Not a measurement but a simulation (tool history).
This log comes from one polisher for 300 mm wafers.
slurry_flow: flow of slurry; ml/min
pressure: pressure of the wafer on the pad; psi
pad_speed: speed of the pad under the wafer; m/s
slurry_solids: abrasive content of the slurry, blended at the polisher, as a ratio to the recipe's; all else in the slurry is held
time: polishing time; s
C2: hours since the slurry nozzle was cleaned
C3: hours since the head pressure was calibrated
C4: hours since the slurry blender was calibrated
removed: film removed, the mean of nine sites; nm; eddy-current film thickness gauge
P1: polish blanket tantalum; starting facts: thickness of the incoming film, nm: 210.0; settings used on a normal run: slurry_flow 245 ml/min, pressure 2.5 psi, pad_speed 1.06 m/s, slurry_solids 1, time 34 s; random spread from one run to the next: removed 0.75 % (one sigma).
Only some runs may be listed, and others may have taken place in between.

Run 1, hour 9.7: slurry_flow 245 ml/min, pressure 2.5 psi, pad_speed 1.06 m/s, slurry_solids 1, time 34 s; wafers polished on this pad 746; C2 406.9; C3 920.1; C4 307.5. Result: removed 89.068 nm.
Run 2, hour 18.6: slurry_flow 245 ml/min, pressure 2.5 psi, pad_speed 1.06 m/s, slurry_solids 1, time 34 s; wafers polished on this pad 866; C2 415.8; C3 929; C4 316.4. Result: removed 87.855 nm.
Run 3, hour 27.6: slurry_flow 365 ml/min, pressure 2.5 psi, pad_speed 1.06 m/s, slurry_solids 1, time 34 s; wafers polished on this pad 988; C2 424.8; C3 938; C4 325.4. Result: removed 91.464 nm.
Run 4, hour 38.2: slurry_flow 245 ml/min, pressure 2.5 psi, pad_speed 1.06 m/s, slurry_solids 1, time 34 s; wafers polished on this pad 1131; C2 435.4; C3 948.6; C4 336. Result: removed 89.405 nm.
Run 5, hour 47.5: slurry_flow 245 ml/min, pressure 2.5 psi, pad_speed 1.06 m/s, slurry_solids 1, time 20 s; wafers polished on this pad 1257; C2 444.7; C3 957.9; C4 345.3. Result: removed 51.45 nm.
Run 6, hour 57.8: slurry_flow 305 ml/min, pressure 2.5 psi, pad_speed 1.06 m/s, slurry_solids 1, time 16 s; wafers polished on this pad 1396; C2 455; C3 968.2; C4 355.6. Result: removed 42.828 nm.
Run 7, hour 68.1: slurry_flow 245 ml/min, pressure 2.5 psi, pad_speed 1.06 m/s, slurry_solids 1, time 34 s; wafers polished on this pad 1536; C2 465.3; C3 978.5; C4 365.9. Result: removed 88.946 nm.
Run 8, hour 75.8: slurry_flow 245 ml/min, pressure 2.5 psi, pad_speed 1.06 m/s, slurry_solids 1, time 34 s; wafers polished on this pad 1640; C2 473; C3 986.2; C4 373.6. Result: removed 88.832 nm.
Run 9, hour 82.5: slurry_flow 165 ml/min, pressure 3.4 psi, pad_speed 1.06 m/s, slurry_solids 1, time 34 s; wafers polished on this pad 1731; C2 479.7; C3 992.9; C4 380.3. Result: removed 114.88 nm.
Run 10, hour 88.7: slurry_flow 245 ml/min, pressure 2.5 psi, pad_speed 0.72 m/s, slurry_solids 1, time 34 s; wafers polished on this pad 1814; C2 485.9; C3 999.1; C4 386.5. Result: removed 60.569 nm.
Run 11, hour 99.9: slurry_flow 245 ml/min, pressure 1.7 psi, pad_speed 1.06 m/s, slurry_solids 1, time 34 s; wafers polished on this pad 1966; C2 497.1; C3 1010.3; C4 397.7. Result: removed 60.125 nm.
Run 12, hour 108.7: slurry_flow 245 ml/min, pressure 2.5 psi, pad_speed 1.06 m/s, slurry_solids 1, time 47 s; wafers polished on this pad 2085; C2 505.9; C3 1019.1; C4 406.5. Result: removed 122.92 nm.
At hour 116.7: worn pad replaced by a new one.
Run 13, hour 117: slurry_flow 245 ml/min, pressure 2.5 psi, pad_speed 1.06 m/s, slurry_solids 1.2, time 34 s; wafers polished on this pad 5; C2 514.2; C3 1027.4; C4 414.8. Result: removed 92.731 nm.
Run 14, hour 129.5: slurry_flow 145 ml/min, pressure 2.5 psi, pad_speed 1.06 m/s, slurry_solids 1, time 34 s; wafers polished on this pad 174; C2 526.7; C3 1039.9; C4 427.3. Result: removed 81.27 nm.
Run 15, hour 135.7: slurry_flow 245 ml/min, pressure 3.6 psi, pad_speed 1.06 m/s, slurry_solids 1, time 34 s; wafers polished on this pad 258; C2 532.9; C3 1046.1; C4 433.5. Result: removed 128.06 nm.
Run 16, hour 145.7: slurry_flow 245 ml/min, pressure 2.5 psi, pad_speed 1.7 m/s, slurry_solids 1, time 34 s; wafers polished on this pad 393; C2 542.9; C3 1056.1; C4 443.5. Result: removed 140.92 nm.
Run 17, hour 158.2: slurry_flow 245 ml/min, pressure 2.5 psi, pad_speed 1.06 m/s, slurry_solids 0.5, time 34 s; wafers polished on this pad 562; C2 555.4; C3 1068.6; C4 456. Result: removed 68.761 nm.
Run 18, hour 164.9: slurry_flow 245 ml/min, pressure 2.5 psi, pad_speed 1.06 m/s, slurry_solids 1, time 34 s; wafers polished on this pad 653; C2 562.1; C3 1075.3; C4 462.7. Result: removed 88.664 nm.
Run 19, hour 176: slurry_flow 245 ml/min, pressure 2.5 psi, pad_speed 1.06 m/s, slurry_solids 1, time 34 s; wafers polished on this pad 803; C2 573.2; C3 1086.4; C4 473.8. Result: removed 86.87 nm.
Run 20, hour 186.1: slurry_flow 245 ml/min, pressure 2.5 psi, pad_speed 1.06 m/s, slurry_solids 1, time 34 s; wafers polished on this pad 939; C2 583.3; C3 1096.5; C4 483.9. Result: removed 85.662 nm.
Run 21, hour 192.6: slurry_flow 245 ml/min, pressure 2.5 psi, pad_speed 1.06 m/s, slurry_solids 1, time 34 s; wafers polished on this pad 1027; C2 589.8; C3 1103; C4 490.4. Result: removed 82.016 nm.
Run 22, hour 205: slurry_flow 245 ml/min, pressure 2.5 psi, pad_speed 1.06 m/s, slurry_solids 1, time 34 s; wafers polished on this pad 1195; C2 602.2; C3 1115.4; C4 502.8. Result: removed 81.278 nm.
Run 23, hour 215.2: slurry_flow 245 ml/min, pressure 2.5 psi, pad_speed 1.06 m/s, slurry_solids 1, time 34 s; wafers polished on this pad 1333; C2 612.4; C3 1125.6; C4 513. Result: removed 80.522 nm.
At hour 220.2: slurry nozzle cleaned.
Run 24, hour 227.4: slurry_flow 245 ml/min, pressure 2.5 psi, pad_speed 1.06 m/s, slurry_solids 1, time 34 s; wafers polished on this pad 1498; C2 7.2; C3 1137.8; C4 525.2. Result: removed 79.525 nm.
At hour 229.6: worn pad replaced by a new one.
Run 25, hour 239.4: slurry_flow 245 ml/min, pressure 2.5 psi, pad_speed 1.06 m/s, slurry_solids 1, time 34 s; wafers polished on this pad 132; C2 19.2; C3 1149.8; C4 537.2. Result: removed 80.301 nm.
Run 26, hour 246.2: slurry_flow 245 ml/min, pressure 2.5 psi, pad_speed 1.06 m/s, slurry_solids 1, time 34 s; wafers polished on this pad 224; C2 26; C3 1156.6; C4 544. Result: removed 79.816 nm.
Run 27, hour 253.1: slurry_flow 245 ml/min, pressure 2.5 psi, pad_speed 1.06 m/s, slurry_solids 1, time 34 s; wafers polished on this pad 318; C2 32.9; C3 1163.5; C4 550.9. Result: removed 78.961 nm.
Run 28, hour 264: slurry_flow 245 ml/min, pressure 2.5 psi, pad_speed 1.06 m/s, slurry_solids 1, time 34 s; wafers polished on this pad 465; C2 43.8; C3 1174.4; C4 561.8. Result: removed 79.988 nm.
Run 29, hour 276.1: slurry_flow 245 ml/min, pressure 2.5 psi, pad_speed 1.06 m/s, slurry_solids 1, time 34 s; wafers polished on this pad 629; C2 55.9; C3 1186.5; C4 573.9. Result: removed 78.294 nm.

Something has made what P1 gives creep away from where it was; the 2 causes below, each at its own stated size, fit the log equally well:
A: head's pressure below its setpoint, % = 10.9
B: abrasive missing from the slurry, % = 29.9
At approximately hour 164.9, the process output began to creep.
Every other cause this tool's parts could produce, and why it does not fit the log:
removal rate lost through wear of the pad, %: serviced at hour 229.6, after the drift had started, without restoring the earlier output
slurry flow missing at the pad, %: serviced at hour 220.2, after the drift had started, without restoring the earlier output

Which of the check runs below tells the causes apart, meaning the causes would give it clearly different results? Each run uses 3 wafers whose results are averaged, and each result is shown as a question mark.
Run check 1, hour 288.2: slurry_flow 360 ml/min, pressure 2.5 psi, pad_speed 1.06 m/s, slurry_solids 1, time 34 s. Result: removed ?.
Run check 2, hour 288.2: slurry_flow 245 ml/min, pressure 3.2 psi, pad_speed 1.06 m/s, slurry_solids 1, time 34 s. Result: removed ?.
Run check 3, hour 288.2: slurry_flow 245 ml/min, pressure 2.5 psi, pad_speed 1.28 m/s, slurry_solids 0.65, time 34 s. Result: removed ?.
Run check 4, hour 288.2: slurry_flow 245 ml/min, pressure 2.5 psi, pad_speed 1.5 m/s, slurry_solids 1, time 34 s. Result: removed ?.

If the cause were each of the candidates in turn, the checks would give the following:
  check   result    if A    if B
check 1  removed   81.95  81.985
check 2  removed  101.28  101.32
check 3  removed  82.806  79.946
check 4  removed  111.97  112.01
How far apart the two closest causes lie, in the result that separates them most: check 1 0.04 %; check 2 0.04 %; check 3 3.52 %; check 4 0.04 %
Only check 3 tells the causes apart: in the others they would give nearly the same result.

Here is what check 3 returned: removed 79.922 nm. Which cause is it?

B is the cause: abrasive missing from the slurry, %.

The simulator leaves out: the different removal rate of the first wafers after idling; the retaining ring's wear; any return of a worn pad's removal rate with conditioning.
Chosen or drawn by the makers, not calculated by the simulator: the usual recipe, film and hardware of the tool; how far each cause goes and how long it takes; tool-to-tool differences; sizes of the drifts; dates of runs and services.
